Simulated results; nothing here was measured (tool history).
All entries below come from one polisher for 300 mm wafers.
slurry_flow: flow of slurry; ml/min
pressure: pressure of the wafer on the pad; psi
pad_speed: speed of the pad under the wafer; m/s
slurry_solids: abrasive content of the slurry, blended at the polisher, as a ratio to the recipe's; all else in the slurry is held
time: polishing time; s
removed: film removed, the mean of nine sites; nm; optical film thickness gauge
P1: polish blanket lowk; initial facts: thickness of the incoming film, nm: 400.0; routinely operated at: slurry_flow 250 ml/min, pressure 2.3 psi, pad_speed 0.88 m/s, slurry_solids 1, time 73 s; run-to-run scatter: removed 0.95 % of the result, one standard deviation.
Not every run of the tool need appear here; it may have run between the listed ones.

run,hour,slurry_flow,pressure,pad_speed,slurry_solids,time,removed
1,2.4,250,2.3,0.88,1,73,39.347
2,6.8,400,2.3,0.88,1,73,41.914
3,10.9,250,2.3,0.88,1.5,73,46.081
4,15.2,250,2.3,0.88,1,73,39.435
5,19.6,250,2.3,0.88,1,73,39.136
6,21.5,250,3.3,0.88,1,73,56.752
7,24.1,350,3,0.88,1,73,53.233
8,26.7,250,3,1.3,1,73,70.853
9,29.8,250,2.3,0.4,1,73,21.034
10,33.6,250,2.3,0.88,1,107,58.01
11,37.9,250,2.3,1.32,1,73,54.255
12,42.1,250,1.2,0.88,1,73,20.261
13,44,250,1.2,0.64,1,73,15.925
14,46.9,250,2.3,0.88,0.55,73,28.866
15,51.2,250,2.3,0.88,1,48,25.698
16,54.3,250,2.3,0.88,1,73,39.071
17,58.3,250,2.3,0.88,1,73,38.735
18,61.4,155,2.3,0.88,1,73,36.894
19,65.7,250,2.3,0.88,1,73,38.816

What will run 20 give?
20,67.8,250,2.3,0.88,1,73,?

removed: 38.34 nm
